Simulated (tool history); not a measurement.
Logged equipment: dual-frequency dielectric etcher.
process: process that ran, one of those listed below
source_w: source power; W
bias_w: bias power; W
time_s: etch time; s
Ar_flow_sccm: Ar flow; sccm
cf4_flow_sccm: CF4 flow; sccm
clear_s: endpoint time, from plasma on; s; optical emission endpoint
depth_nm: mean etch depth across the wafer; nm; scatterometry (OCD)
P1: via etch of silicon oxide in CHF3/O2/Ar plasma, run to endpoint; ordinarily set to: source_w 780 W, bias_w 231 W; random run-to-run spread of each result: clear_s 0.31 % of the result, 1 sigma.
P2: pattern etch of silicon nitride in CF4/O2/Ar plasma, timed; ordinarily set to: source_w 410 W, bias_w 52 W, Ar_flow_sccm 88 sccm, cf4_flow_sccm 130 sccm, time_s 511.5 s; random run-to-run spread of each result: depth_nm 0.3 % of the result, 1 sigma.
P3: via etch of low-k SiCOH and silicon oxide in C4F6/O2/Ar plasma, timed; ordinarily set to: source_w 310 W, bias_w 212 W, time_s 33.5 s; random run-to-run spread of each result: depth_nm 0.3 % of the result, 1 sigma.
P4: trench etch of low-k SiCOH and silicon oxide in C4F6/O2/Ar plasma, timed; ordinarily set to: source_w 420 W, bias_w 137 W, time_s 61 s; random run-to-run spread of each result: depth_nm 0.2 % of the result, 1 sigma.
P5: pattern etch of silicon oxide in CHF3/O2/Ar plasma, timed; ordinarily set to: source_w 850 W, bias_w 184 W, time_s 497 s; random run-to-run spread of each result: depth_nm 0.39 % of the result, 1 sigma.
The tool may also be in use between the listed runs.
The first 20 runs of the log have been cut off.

run	hour	process	source_w	bias_w	time_s	Ar_flow_sccm	cf4_flow_sccm	clear_s	depth_nm
21	132.5	P3	380	212	33.5				82.754
# hour 136.3: wet clean of the chamber
22	138.8	P1	570	231				202.99	
23	144	P2	410	52	281.5	88	130		459.72
24	151.9	P1	1040	289				150.01	
25	156.3	P3	310	212	47				106.73
26	163.2	P1	780	231				181.79	
27	168.3	P5	570	184	497				964.58
28	174.6	P4	420	137	83.5				246.72

Run 29 is up next; what results do you expect?
29	181.6	P2	410	41	511.5	88	130		?

{"run 29": {"depth_nm": 762.93}}

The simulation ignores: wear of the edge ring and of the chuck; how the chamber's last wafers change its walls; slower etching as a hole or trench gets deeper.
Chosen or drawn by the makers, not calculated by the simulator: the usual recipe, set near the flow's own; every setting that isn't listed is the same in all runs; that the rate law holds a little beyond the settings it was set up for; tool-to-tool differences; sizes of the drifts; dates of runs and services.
